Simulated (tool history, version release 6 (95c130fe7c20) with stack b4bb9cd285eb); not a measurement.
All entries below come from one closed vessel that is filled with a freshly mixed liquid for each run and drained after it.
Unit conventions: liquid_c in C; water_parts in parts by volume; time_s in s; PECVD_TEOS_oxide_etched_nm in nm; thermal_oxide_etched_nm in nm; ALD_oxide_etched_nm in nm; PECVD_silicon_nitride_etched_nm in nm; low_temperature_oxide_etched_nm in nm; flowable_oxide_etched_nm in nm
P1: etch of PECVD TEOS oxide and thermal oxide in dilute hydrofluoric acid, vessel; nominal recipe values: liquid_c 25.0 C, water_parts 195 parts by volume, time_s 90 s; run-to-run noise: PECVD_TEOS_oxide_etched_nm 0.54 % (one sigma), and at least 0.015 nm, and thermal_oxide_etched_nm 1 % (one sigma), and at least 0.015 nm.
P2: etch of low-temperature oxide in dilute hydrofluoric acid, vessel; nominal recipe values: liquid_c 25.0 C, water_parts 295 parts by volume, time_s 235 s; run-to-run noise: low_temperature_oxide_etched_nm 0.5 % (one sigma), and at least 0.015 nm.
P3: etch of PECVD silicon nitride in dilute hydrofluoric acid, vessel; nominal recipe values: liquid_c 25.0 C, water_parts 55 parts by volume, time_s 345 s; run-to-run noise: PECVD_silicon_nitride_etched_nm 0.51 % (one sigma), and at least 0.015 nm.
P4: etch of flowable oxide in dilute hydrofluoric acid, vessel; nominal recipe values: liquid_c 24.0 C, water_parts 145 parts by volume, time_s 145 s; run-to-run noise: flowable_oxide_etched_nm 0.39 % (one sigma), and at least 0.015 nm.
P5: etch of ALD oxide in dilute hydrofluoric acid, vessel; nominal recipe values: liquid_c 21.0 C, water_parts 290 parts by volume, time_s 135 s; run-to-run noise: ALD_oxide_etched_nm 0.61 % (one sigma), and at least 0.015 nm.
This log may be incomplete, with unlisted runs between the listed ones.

run,hour,process,liquid_c,water_parts,time_s,PECVD_TEOS_oxide_etched_nm,thermal_oxide_etched_nm,ALD_oxide_etched_nm,PECVD_silicon_nitride_etched_nm,low_temperature_oxide_etched_nm,flowable_oxide_etched_nm
1,14.9,P1,25.0,195,90,7.1161,2.04850,,,,
2,30.7,P5,17.0,290,135,,,4.2570,,,
3,43.2,P5,21.0,290,135,,,5.0062,,,
4,59.4,P3,25.0,55,345,,,,11.658,,
5,67.8,P1,31.0,195,160,15.7930,4.44930,,,,
6,78.0,P2,25.0,295,45,,,,,2.0009,
7,88.4,P1,25.0,195,30,2.3621,0.68835,,,,
8,101.2,P3,25.0,55,345,,,,11.611,,
9,115.5,P4,24.0,145,145,,,,,,42.301
10,128.4,P1,30.0,195,90,8.5777,2.40540,,,,
11,144.0,P5,21.0,290,40,,,1.5098,,,
12,153.7,P1,25.0,195,90,7.1376,2.04140,,,,
13,170.8,P1,25.0,195,90,7.1414,2.03110,,,,
14,180.2,P3,33.0,55,345,,,,19.524,,
15,195.6,P4,31.0,145,145,,,,,,54.246
16,207.9,P4,24.0,60,145,,,,,,112.580
17,224.5,P1,25.0,195,90,7.2404,2.04880,,,,
18,233.7,P1,25.0,35,90,48.7670,13.73400,,,,
19,243.5,P1,19.5,195,90,5.8362,1.66930,,,,
20,255.3,P3,25.0,55,640,,,,21.732,,
21,265.6,P4,24.0,145,250,,,,,,72.536
22,282.8,P1,25.0,195,90,7.1739,2.05260,,,,
23,292.8,P1,25.0,195,175,13.9130,3.94330,,,,
24,305.9,P5,21.0,485,135,,,2.5527,,,
25,314.0,P1,33.0,50,90,45.7120,12.79100,,,,
26,323.6,P2,25.0,450,235,,,,,5.9161,
27,337.6,P2,25.0,295,235,,,,,10.3510,
28,350.1,P1,25.0,195,90,7.1878,2.04210,,,,

Expected results for the next run?
29,360.1,P1,25.0,280,90,?,?,,,,

PECVD_TEOS_oxide_etched_nm: 4.5648 nm
thermal_oxide_etched_nm: 1.29610 nm

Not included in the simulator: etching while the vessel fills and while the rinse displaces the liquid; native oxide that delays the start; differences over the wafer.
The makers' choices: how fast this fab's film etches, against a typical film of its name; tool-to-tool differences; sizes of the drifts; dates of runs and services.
